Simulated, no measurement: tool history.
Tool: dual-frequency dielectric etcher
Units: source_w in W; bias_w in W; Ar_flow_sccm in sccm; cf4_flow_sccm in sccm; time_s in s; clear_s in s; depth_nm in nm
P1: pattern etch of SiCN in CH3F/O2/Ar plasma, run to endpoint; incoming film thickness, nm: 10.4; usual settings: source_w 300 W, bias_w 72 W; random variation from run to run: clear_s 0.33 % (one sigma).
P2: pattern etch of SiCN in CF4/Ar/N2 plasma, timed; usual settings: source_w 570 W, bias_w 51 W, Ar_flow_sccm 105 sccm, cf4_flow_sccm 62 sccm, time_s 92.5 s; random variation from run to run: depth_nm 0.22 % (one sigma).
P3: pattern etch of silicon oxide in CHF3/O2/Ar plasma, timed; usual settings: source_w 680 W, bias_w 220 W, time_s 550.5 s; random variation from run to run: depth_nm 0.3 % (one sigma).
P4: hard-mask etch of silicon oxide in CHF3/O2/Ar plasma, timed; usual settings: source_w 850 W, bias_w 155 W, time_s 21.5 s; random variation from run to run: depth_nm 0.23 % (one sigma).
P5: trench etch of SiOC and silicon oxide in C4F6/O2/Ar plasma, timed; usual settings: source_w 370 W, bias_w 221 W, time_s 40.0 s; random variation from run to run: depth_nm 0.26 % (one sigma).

run     day  process  source_w  bias_w  Ar_flow_sccm  cf4_flow_sccm  time_s  hours since the last wet clean  hours since the last source power generator calibration  hours since the last bias power generator calibration  clear_s  depth_nm
  1   0.608       P1       300      72                                                                424.3                                                   2234.6                                                 1250.6   30.709
  2   1.042       P2       570      51           105             62    92.5                           434.7                                                   2245.0                                                 1261.0             84.431
  3   1.412       P1       410      53                                                                443.6                                                   2253.9                                                 1269.9   30.367
  4   1.746       P3       680     158                                550.5                           451.6                                                   2261.9                                                 1277.9           1096.500
  5   2.175       P2       570      51           105             62    51.0                           461.9                                                   2272.2                                                 1288.2             46.668
  6   2.942       P3       930     220                                550.5                           480.3                                                   2290.6                                                 1306.6           1374.500
  7   3.508       P2       680      51           105             62    92.5                           493.9                                                   2304.2                                                 1320.2             98.761
  8   4.004       P3       680     220                                550.5                           505.8                                                   2316.1                                                 1332.1           1224.200
  9   4.629       P5       370     221                                 40.0                           520.8                                                   2331.1                                                 1347.1             84.174
 10   5.108       P4       850     155                                 21.5                           532.3                                                   2342.6                                                 1358.6             46.139
 11   5.750       P1       300      72                                                                547.7                                                   2358.0                                                 1374.0   30.674
 12   6.458       P1       300      72                                                                564.7                                                   2375.0                                                 1391.0   30.849
 13   7.121       P2       570      69           105             62    92.5                           580.6                                                   2390.9                                                 1406.9             93.216
 14   7.642       P4       850     195                                 21.5                           593.1                                                   2403.4                                                 1419.4             49.978
 15   8.042       P2       570      51           105             37    92.5                           602.7                                                   2413.0                                                 1429.0             76.187
 16   8.817       P5       370     221                                 53.0                           621.3                                                   2431.6                                                 1447.6            111.810
 17   9.442       P5       370     221                                 40.0                           636.3                                                   2446.6                                                 1462.6             84.470
 18   9.933       P4       850     155                                 13.5                           648.1                                                   2458.4                                                 1474.4             29.095
 19  10.583       P2       570      51           105             62    92.5                           663.7                                                   2474.0                                                 1490.0             84.411
 20  11.054       P1       210      59                                                                675.0                                                   2485.3                                                 1501.3   37.759
 21  11.512       P1       430      72                                                                686.0                                                   2496.3                                                 1512.3   26.966
 22  11.883       P5       470     221                                 40.0                           694.9                                                   2505.2                                                 1521.2             92.154
 23  12.521       P1       300      72                                                                710.2                                                   2520.5                                                 1536.5   30.712
 24  13.167       P1       240      72                                                                725.7                                                   2536.0                                                 1552.0   33.549
     13.488  -- source power generator calibrated
 25  13.925       P3       680     220                                721.5                           743.9                                                     10.5                                                 1570.2           1603.400
 26  14.688       P2       570      51            77             62    92.5                           762.2                                                     28.8                                                 1588.5             89.048
 27  15.054       P5       370     307                                 40.0                           771.0                                                     37.6                                                 1597.3             94.467
 28  15.721       P1       300      95                                                                787.0                                                     53.6                                                 1613.3   27.712
 29  16.367       P1       300      55                                                                802.5                                                     69.1                                                 1628.8   33.754
 30  16.708       P4       550     155                                 21.5                           810.7                                                     77.3                                                 1637.0             39.093
 31  17.071       P3       680     220                                550.5                           819.4                                                     86.0                                                 1645.7           1223.200
 32  17.600       P4       850     155                                 21.5                           832.1                                                     98.7                                                 1658.4             46.224
 33  18.312       P1       170      87                                                                849.2                                                    115.8                                                 1675.5   35.447
 34  18.875       P1       300      72                                                                862.7                                                    129.3                                                 1689.0   30.646
 35  19.558       P1       300      72                                                                879.1                                                    145.7                                                 1705.4   30.560
 36  20.067       P1       300      72                                                                891.3                                                    157.9                                                 1717.6   30.483
 37  20.842       P1       300      72                                                                909.9                                                    176.5                                                 1736.2   30.275
 38  21.483       P1       300      72                                                                925.3                                                    191.9                                                 1751.6   30.387
     21.542  -- wet clean of the chamber
 39  22.058       P1       300      72                                                                 12.5                                                    205.7                                                 1765.4   30.279
 40  22.579       P1       300      72                                                                 25.0                                                    218.2                                                 1777.9   30.239
 41  23.338       P1       300      72                                                                 43.2                                                    236.4                                                 1796.1   30.257

What P1 gives has crept away from where it was. These 2 causes fit the log equally well, each at the size given:
A: source power that arrives over what is set, % = 4.49
B: bias power that arrives over what is set, % = 4.63
The creep began at about day 19.558.
Why every other cause is out:
chamber walls in a state that raises the etch rate, %: serviced at day 21.542, which brought nothing back

4 check runs are offered, one wafer each, their results left as question marks. Which one tells the causes apart?
check 1  24.096       P3       680     220                                550.5                                                                                                                                                                  ?
check 2  24.096       P2       570      51           105             62    92.5                                                                                                                                                                  ?
check 3  24.096       P5       370     221                                 40.0                                                                                                                                                                  ?
check 4  24.096       P4       850     155                                 21.5                                                                                                                                                                  ?

What each check would give under each cause:
  check    result      if A      if B
check 1  depth_nm  1239.700  1238.600
check 2  depth_nm    87.787    85.689
check 3  depth_nm    85.771    85.619
check 4  depth_nm    46.987    46.863
How far apart the two closest causes lie, in the result that separates them most: check 1 0.09 %; check 2 2.42 %; check 3 0.18 %; check 4 0.27 %
Check 2 tells the causes apart: in the others they would give nearly the same result.

Check 2 was then run and gave: depth_nm 87.967 nm. Which cause is it?

It is A: source power that arrives over what is set, %.
